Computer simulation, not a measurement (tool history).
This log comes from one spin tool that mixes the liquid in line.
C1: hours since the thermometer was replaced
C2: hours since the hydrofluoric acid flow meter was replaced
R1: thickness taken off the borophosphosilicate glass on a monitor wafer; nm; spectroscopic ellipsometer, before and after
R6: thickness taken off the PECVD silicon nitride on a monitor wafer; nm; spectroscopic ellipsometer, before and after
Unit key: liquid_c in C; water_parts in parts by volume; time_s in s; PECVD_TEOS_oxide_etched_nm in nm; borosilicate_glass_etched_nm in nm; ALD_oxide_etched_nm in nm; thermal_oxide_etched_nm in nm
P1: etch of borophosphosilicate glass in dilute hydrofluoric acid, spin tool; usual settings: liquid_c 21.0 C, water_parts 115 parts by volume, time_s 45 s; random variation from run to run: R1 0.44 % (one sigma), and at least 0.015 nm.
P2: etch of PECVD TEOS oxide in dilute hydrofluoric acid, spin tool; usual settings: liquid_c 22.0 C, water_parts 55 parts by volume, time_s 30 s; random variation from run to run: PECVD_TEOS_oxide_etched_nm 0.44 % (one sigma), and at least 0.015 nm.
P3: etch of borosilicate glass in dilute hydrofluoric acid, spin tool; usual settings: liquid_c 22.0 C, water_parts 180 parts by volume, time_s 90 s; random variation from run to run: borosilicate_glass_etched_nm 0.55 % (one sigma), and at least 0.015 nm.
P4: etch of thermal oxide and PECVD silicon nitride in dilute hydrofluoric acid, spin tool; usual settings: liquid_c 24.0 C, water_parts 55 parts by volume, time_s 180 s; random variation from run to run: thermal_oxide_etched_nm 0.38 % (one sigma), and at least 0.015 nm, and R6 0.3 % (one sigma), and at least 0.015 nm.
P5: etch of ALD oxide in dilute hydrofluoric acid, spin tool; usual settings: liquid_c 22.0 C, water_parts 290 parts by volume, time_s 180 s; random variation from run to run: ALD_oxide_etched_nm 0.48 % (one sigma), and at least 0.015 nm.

run 1 hour=17.3 | process=P1 liquid_c=21.0 water_parts=115 time_s=45 | C1=1096.8 C2=296.9 | R1=15.3380
run 2 hour=31.0 | process=P2 liquid_c=22.0 water_parts=55 time_s=60 | C1=1110.5 C2=310.6 | PECVD_TEOS_oxide_etched_nm=22.5300
run 3 hour=48.1 | process=P2 liquid_c=22.0 water_parts=100 time_s=30 | C1=1127.6 C2=327.7 | PECVD_TEOS_oxide_etched_nm=5.8552
run 4 hour=60.3 | process=P3 liquid_c=22.0 water_parts=180 time_s=90 | C1=1139.8 C2=339.9 | borosilicate_glass_etched_nm=11.926
run 5 hour=68.4 | process=P5 liquid_c=22.0 water_parts=290 time_s=25 | C1=1147.9 C2=348.0 | ALD_oxide_etched_nm=1.6070
run 6 hour=77.0 | process=P3 liquid_c=22.0 water_parts=105 time_s=90 | C1=1156.5 C2=356.6 | borosilicate_glass_etched_nm=22.347
run 7 hour=86.8 | process=P1 liquid_c=21.0 water_parts=160 time_s=45 | C1=1166.3 C2=366.4 | R1=10.5420
run 8 hour=102.9 | process=P1 liquid_c=21.0 water_parts=115 time_s=45 | C1=1182.4 C2=382.5 | R1=15.3300
run 9 hour=114.1 | process=P1 liquid_c=21.0 water_parts=70 time_s=45 | C1=1193.6 C2=393.7 | R1=26.2120
run 10 hour=127.3 | process=P3 liquid_c=30.0 water_parts=180 time_s=90 | C1=1206.8 C2=406.9 | borosilicate_glass_etched_nm=16.016
run 11 hour=137.8 | process=P4 liquid_c=24.0 water_parts=55 time_s=180 | C1=1217.3 C2=417.4 | thermal_oxide_etched_nm=15.993 R6=18.820
run 12 hour=153.2 | process=P1 liquid_c=21.0 water_parts=115 time_s=45 | C1=1232.7 C2=432.8 | R1=15.1730
run 13 hour=170.1 | process=P1 liquid_c=21.0 water_parts=115 time_s=45 | C1=1249.6 C2=449.7 | R1=15.3050
run 14 hour=182.4 | process=P1 liquid_c=25.0 water_parts=115 time_s=30 | C1=1261.9 C2=462.0 | R1=12.0550
run 15 hour=199.4 | process=P1 liquid_c=17.0 water_parts=115 time_s=45 | C1=1278.9 C2=479.0 | R1=13.0460
run 16 hour=211.8 | process=P1 liquid_c=28.5 water_parts=115 time_s=45 | C1=1291.3 C2=491.4 | R1=20.5720
run 17 hour=220.4 | process=P1 liquid_c=21.0 water_parts=115 time_s=45 | C1=1299.9 C2=500.0 | R1=15.3150
run 18 hour=230.9 | process=P4 liquid_c=17.0 water_parts=55 time_s=180 | C1=1310.4 C2=510.5 | thermal_oxide_etched_nm=11.970 R6=11.548
run 19 hour=246.8 | process=P2 liquid_c=22.0 water_parts=55 time_s=30 | C1=1326.3 C2=526.4 | PECVD_TEOS_oxide_etched_nm=11.2020
run 20 hour=258.5 | process=P4 liquid_c=24.0 water_parts=20 time_s=180 | C1=1338.0 C2=538.1 | thermal_oxide_etched_nm=46.255 R6=49.920
run 21 hour=270.9 | process=P5 liquid_c=22.0 water_parts=290 time_s=180 | C1=1350.4 C2=550.5 | ALD_oxide_etched_nm=11.8090
run 22 hour=288.1 | process=P3 liquid_c=22.0 water_parts=180 time_s=165 | C1=1367.6 C2=567.7 | borosilicate_glass_etched_nm=21.873
run 23 hour=299.3 | process=P4 liquid_c=24.0 water_parts=55 time_s=365 | C1=1378.8 C2=578.9 | thermal_oxide_etched_nm=32.684 R6=37.865
run 24 hour=307.2 | process=P1 liquid_c=21.0 water_parts=115 time_s=45 | C1=1386.7 C2=586.8 | R1=15.1810
run 25 hour=322.2 | process=P1 liquid_c=17.0 water_parts=115 time_s=80 | C1=1401.7 C2=601.8 | R1=23.1710
run 26 hour=335.3 | process=P5 liquid_c=22.0 water_parts=430 time_s=180 | C1=1414.8 C2=614.9 | ALD_oxide_etched_nm=6.9336
run 27 hour=344.7 | process=P1 liquid_c=21.0 water_parts=115 time_s=15 | C1=1424.2 C2=624.3 | R1=5.0649
run 28 hour=357.1 | process=P2 liquid_c=29.5 water_parts=55 time_s=30 | C1=1436.6 C2=636.7 | PECVD_TEOS_oxide_etched_nm=15.1570
run 29 hour=365.6 | process=P1 liquid_c=21.0 water_parts=115 time_s=80 | C1=1445.1 C2=645.2 | R1=27.1750
run 30 hour=382.6 | process=P5 liquid_c=17.0 water_parts=290 time_s=180 | C1=1462.1 C2=662.2 | ALD_oxide_etched_nm=9.6511
run 31 hour=394.5 | process=P1 liquid_c=21.0 water_parts=115 time_s=45 | C1=1474.0 C2=674.1 | R1=15.2960
run 32 hour=407.4 | process=P1 liquid_c=21.0 water_parts=115 time_s=45 | C1=1486.9 C2=687.0 | R1=15.6600
run 33 hour=415.7 | process=P1 liquid_c=21.0 water_parts=115 time_s=45 | C1=1495.2 C2=695.3 | R1=15.7500
run 34 hour=427.1 | process=P1 liquid_c=21.0 water_parts=115 time_s=45 | C1=1506.6 C2=706.7 | R1=16.1260
run 35 hour=434.9 | process=P1 liquid_c=21.0 water_parts=115 time_s=45 | C1=1514.4 C2=714.5 | R1=16.1440
run 36 hour=449.8 | process=P1 liquid_c=21.0 water_parts=115 time_s=45 | C1=1529.3 C2=729.4 | R1=16.1740
run 37 hour=460.8 | process=P1 liquid_c=21.0 water_parts=115 time_s=45 | C1=1540.3 C2=740.4 | R1=16.2740
run 38 hour=476.0 | process=P1 liquid_c=21.0 water_parts=115 time_s=45 | C1=1555.5 C2=755.6 | R1=16.2150
run 39 hour=489.5 | process=P1 liquid_c=21.0 water_parts=115 time_s=45 | C1=1569.0 C2=769.1 | R1=16.2210
run 40 hour=498.3 | process=P1 liquid_c=21.0 water_parts=115 time_s=45 | C1=1577.8 C2=777.9 | R1=16.3690

Compared with where it was, what P1 gives has crept away. Each cause listed below fits the log as well as the rest, at the size given for it:
A: liquid hotter than its thermometer reads (K) = 1.52
B: hydrofluoric acid flow above the setpoint (%) = 5.54
Onset of the creep was near hour 394.5.

Below are 4 check runs, each on a single wafer, with their results shown as question marks. Which of them would tell the listed causes apart, meaning the causes would give clearly different results under it?
run check 1 hour=507.1 | process=P2 liquid_c=29.0 water_parts=55 time_s=55 | PECVD_TEOS_oxide_etched_nm=?
run check 2 hour=507.1 | process=P5 liquid_c=17.0 water_parts=290 time_s=40 | ALD_oxide_etched_nm=?
run check 3 hour=507.1 | process=P3 liquid_c=22.0 water_parts=125 time_s=145 | borosilicate_glass_etched_nm=?
run check 4 hour=507.1 | process=P4 liquid_c=17.5 water_parts=55 time_s=180 | thermal_oxide_etched_nm=? R6=?

Outcome of each check run for each possible cause:
check=check_1 result=PECVD_TEOS_oxide_etched_nm if_A=28.9430 if_B=28.9080
check=check_2 result=ALD_oxide_etched_nm if_A=2.2860 if_B=2.3078
check=check_3 result=borosilicate_glass_etched_nm if_A=31.294 if_B=31.341
check=check_4 result=thermal_oxide_etched_nm if_A=13.047 if_B=12.943
check=check_4 result=R6 if_A=13.308 if_B=12.603
How far apart the two closest causes lie, in the result that separates them most: check 1 0.12 %; check 2 0.95 %; check 3 0.15 %; check 4 5.44 %
Only in check 4 would the causes give clearly different results; in the remaining checks their results would be nearly the same.

Check 4 has now been run. It gave: thermal_oxide_etched_nm 12.983 nm; R6 12.619 nm. Which of the candidate causes is it?

B is the cause: hydrofluoric acid flow above the setpoint (%).
